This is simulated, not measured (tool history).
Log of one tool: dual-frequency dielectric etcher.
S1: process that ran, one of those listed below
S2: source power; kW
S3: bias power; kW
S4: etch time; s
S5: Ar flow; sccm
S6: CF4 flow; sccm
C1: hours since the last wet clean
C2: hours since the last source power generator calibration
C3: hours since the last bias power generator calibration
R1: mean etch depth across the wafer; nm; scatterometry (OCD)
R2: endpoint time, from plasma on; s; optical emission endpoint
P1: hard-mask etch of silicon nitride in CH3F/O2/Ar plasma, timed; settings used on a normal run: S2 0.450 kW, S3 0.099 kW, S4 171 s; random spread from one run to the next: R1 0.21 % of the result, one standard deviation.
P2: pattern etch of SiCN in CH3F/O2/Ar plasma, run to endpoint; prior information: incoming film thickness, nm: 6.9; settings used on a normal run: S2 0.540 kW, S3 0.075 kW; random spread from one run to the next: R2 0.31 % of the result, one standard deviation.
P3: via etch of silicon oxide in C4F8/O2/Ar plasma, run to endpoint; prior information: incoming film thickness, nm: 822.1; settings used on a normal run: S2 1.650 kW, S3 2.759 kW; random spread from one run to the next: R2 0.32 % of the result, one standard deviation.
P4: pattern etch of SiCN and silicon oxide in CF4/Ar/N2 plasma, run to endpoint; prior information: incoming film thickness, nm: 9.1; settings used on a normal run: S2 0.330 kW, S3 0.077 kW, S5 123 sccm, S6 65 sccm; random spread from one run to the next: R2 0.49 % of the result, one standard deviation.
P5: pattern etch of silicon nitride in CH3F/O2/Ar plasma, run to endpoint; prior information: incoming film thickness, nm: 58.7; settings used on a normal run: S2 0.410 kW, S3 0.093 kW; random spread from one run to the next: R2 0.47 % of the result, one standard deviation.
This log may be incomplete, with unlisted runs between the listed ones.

run	hour	S1	S2	S3	S4	S5	S6	C1	C2	C3	R1	R2
1	11.9	P1	0.450	0.099	171			405.9	2669.9	2832.2	141.140	
2	20.3	P1	0.450	0.099	171			414.3	2678.3	2840.6	141.290	
3	29.1	P3	1.130	2.759				423.1	2687.1	2849.4		183.270
4	40.1	P4	0.330	0.077		123	65	434.1	2698.1	2860.4		14.846
5	47.8	P1	0.450	0.069	132			441.8	2705.8	2868.1	96.438	
6	54.8	P1	0.450	0.130	171			448.8	2712.8	2875.1	156.300	
7	63.3	P5	0.410	0.093				457.3	2721.3	2883.6		75.702
8	69.6	P5	0.410	0.093				463.6	2727.6	2889.9		75.870
9	80.2	P1	0.450	0.099	171			474.2	2738.2	2900.5	141.220	
10	86.4	P1	0.450	0.099	109			480.4	2744.4	2906.7	90.352	
11	96.4	P1	0.450	0.078	171			490.4	2754.4	2916.7	129.770	
12	106.4	P1	0.310	0.099	171			500.4	2764.4	2926.7	123.290	
13	115.5	P4	0.330	0.077		123	52	509.5	2773.5	2935.8		15.235
14	122.8	P3	1.650	2.759				516.8	2780.8	2943.1		159.170
15	130.7	P1	0.450	0.099	230			524.7	2788.7	2951.0	191.150	
16	140.2	P3	1.650	2.759				534.2	2798.2	2960.5		158.180
17	147.8	P2	0.540	0.075				541.8	2805.8	2968.1		16.663
18	153.7	P4	0.430	0.077		123	65	547.7	2811.7	2974.0		11.790
19	163.0	P4	0.330	0.056		123	65	557.0	2821.0	2983.3		16.589
20	169.2	P1	0.450	0.099	171			563.2	2827.2	2989.5	141.120	
21	181.0	P2	0.540	0.060				575.0	2839.0	3001.3		17.921
22	187.3	P4	0.330	0.077		79	65	581.3	2845.3	3007.6		13.887
23	199.0	P1	0.450	0.099	171			593.0	2857.0	3019.3	142.150	
24	205.1	P5	0.510	0.093				599.1	2863.1	3025.4		69.313
25	216.7	P1	0.450	0.099	171			610.7	2874.7	3037.0	141.400	
26	225.6	P5	0.410	0.068				619.6	2883.6	3045.9		84.328
27	233.0	P1	0.630	0.099	171			627.0	2891.0	3053.3	160.350	
28	242.8	P3	1.650	2.152				636.8	2900.8	3063.1		170.680
29	249.5	P2	0.670	0.075				643.5	2907.5	3069.8		15.414
30	255.6	P1	0.450	0.099	171			649.6	2913.6	3075.9	141.400	
31	261.1	P1	0.450	0.099	171			655.1	2919.1	3081.4	140.850	
32	270.2	P1	0.450	0.099	171			664.2	2928.2	3090.5	140.690	
33	275.6	P1	0.450	0.099	171			669.6	2933.6	3095.9	139.890	
34	285.7	P1	0.450	0.099	171			679.7	2943.7	3106.0	139.290	
35	295.3	P1	0.450	0.099	171			689.3	2953.3	3115.6	139.740	
# hour 299.1: wet clean of the chamber
36	303.0	P1	0.450	0.099	171			3.9	2961.0	3123.3	139.280	
37	314.2	P1	0.450	0.099	171			15.1	2972.2	3134.5	138.520	
38	319.6	P1	0.450	0.099	171			20.5	2977.6	3139.9	139.470	

Compared with where it was, what P1 gives has crept away. Each cause listed below fits the log as well as the rest, at the size given for it:
A: source power that arrives under what is set, % = 4.41
B: bias power that arrives under what is set, % = 4.54
Onset of the creep was near hour 255.6.
Every other cause this tool's parts could produce, and why it does not fit the log:
chamber walls in a state that lowers the etch rate, %: serviced at hour 299.1, after the change had begun; the process did not return to its earlier output

The list below offers 4 check runs, each averaging the results of 3 wafers, and shows each result as a question mark. For which of them would the listed causes give clearly different results?
check 1	325.0	P2	0.540	0.075								?
check 2	325.0	P5	0.410	0.093								?
check 3	325.0	P3	1.650	2.759								?
check 4	325.0	P4	0.330	0.077		123	65					?

How each check would come out, cause by cause:
check	result	if A	if B
check 1	R2	16.951	16.935
check 2	R2	77.148	77.137
check 3	R2	160.780	160.250
check 4	R2	15.370	15.028
Distance between the nearest two causes, measured in the result of the check that separates them most: check 1 0.09 %; check 2 0.01 %; check 3 0.33 %; check 4 2.25 %
Check 4 distinguishes between the causes, while the remaining checks would return nearly the same result for all of them.

Check 4 has now been run. It gave: R2 15.425 s. Which of the candidate causes is it?

Of the candidate causes, it is A: source power that arrives under what is set, %.

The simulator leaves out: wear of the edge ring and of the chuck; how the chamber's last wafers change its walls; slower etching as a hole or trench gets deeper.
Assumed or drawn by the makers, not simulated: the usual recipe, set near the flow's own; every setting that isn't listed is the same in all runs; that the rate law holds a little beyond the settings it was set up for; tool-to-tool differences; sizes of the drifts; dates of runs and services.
